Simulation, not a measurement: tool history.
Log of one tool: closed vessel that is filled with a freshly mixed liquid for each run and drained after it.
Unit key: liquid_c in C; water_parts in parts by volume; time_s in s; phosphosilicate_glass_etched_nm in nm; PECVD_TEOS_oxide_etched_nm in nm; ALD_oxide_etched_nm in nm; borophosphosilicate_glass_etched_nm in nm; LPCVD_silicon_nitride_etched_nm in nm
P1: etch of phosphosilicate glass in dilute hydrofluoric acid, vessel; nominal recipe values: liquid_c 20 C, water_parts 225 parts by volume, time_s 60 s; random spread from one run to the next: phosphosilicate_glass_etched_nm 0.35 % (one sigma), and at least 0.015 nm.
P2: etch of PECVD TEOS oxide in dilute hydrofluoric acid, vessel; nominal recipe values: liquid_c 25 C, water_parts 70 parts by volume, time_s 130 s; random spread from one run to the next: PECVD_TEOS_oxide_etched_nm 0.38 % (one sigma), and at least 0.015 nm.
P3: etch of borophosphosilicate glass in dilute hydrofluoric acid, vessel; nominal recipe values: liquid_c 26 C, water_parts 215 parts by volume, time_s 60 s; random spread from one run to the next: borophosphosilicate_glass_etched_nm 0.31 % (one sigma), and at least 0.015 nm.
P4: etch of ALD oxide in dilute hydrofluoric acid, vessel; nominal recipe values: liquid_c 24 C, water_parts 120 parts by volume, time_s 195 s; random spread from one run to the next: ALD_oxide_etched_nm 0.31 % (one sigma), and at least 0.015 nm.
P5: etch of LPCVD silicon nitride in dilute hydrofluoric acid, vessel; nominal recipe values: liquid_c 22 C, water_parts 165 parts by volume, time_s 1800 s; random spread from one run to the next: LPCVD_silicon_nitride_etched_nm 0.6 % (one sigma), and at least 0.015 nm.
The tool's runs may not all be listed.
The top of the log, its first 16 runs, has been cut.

| run | hour | process | liquid_c | water_parts | time_s | phosphosilicate_glass_etched_nm | PECVD_TEOS_oxide_etched_nm | ALD_oxide_etched_nm | borophosphosilicate_glass_etched_nm | LPCVD_silicon_nitride_etched_nm |
|---|---|---|---|---|---|---|---|---|---|---|
| 17 | 61.5 | P3 | 18 | 215 | 60 |  |  |  | 17.04 |  |
| 18 | 65.1 | P5 | 17 | 165 | 1800 |  |  |  |  | 3.9245 |
| 19 | 68.9 | P5 | 22 | 245 | 1800 |  |  |  |  | 3.7138 |
| 20 | 74.1 | P1 | 20 | 225 | 60 | 18.043 |  |  |  |  |
| 21 | 76.7 | P2 | 25 | 70 | 130 |  | 57.022 |  |  |  |
| 22 | 81.1 | P5 | 22 | 165 | 1800 |  |  |  |  | 5.3818 |
| 23 | 84.2 | P1 | 20 | 110 | 60 | 41.27 |  |  |  |  |
| 24 | 89.5 | P5 | 22 | 165 | 1800 |  |  |  |  | 5.4023 |
| 25 | 93.3 | P4 | 24 | 165 | 195 |  |  | 22.412 |  |  |

Expected results for the next run?
| 26 | 96.5 | P1 | 20 | 225 | 95 | ? |  |  |  |  |

Logged for run 26: phosphosilicate_glass_etched_nm 28.585 nm.

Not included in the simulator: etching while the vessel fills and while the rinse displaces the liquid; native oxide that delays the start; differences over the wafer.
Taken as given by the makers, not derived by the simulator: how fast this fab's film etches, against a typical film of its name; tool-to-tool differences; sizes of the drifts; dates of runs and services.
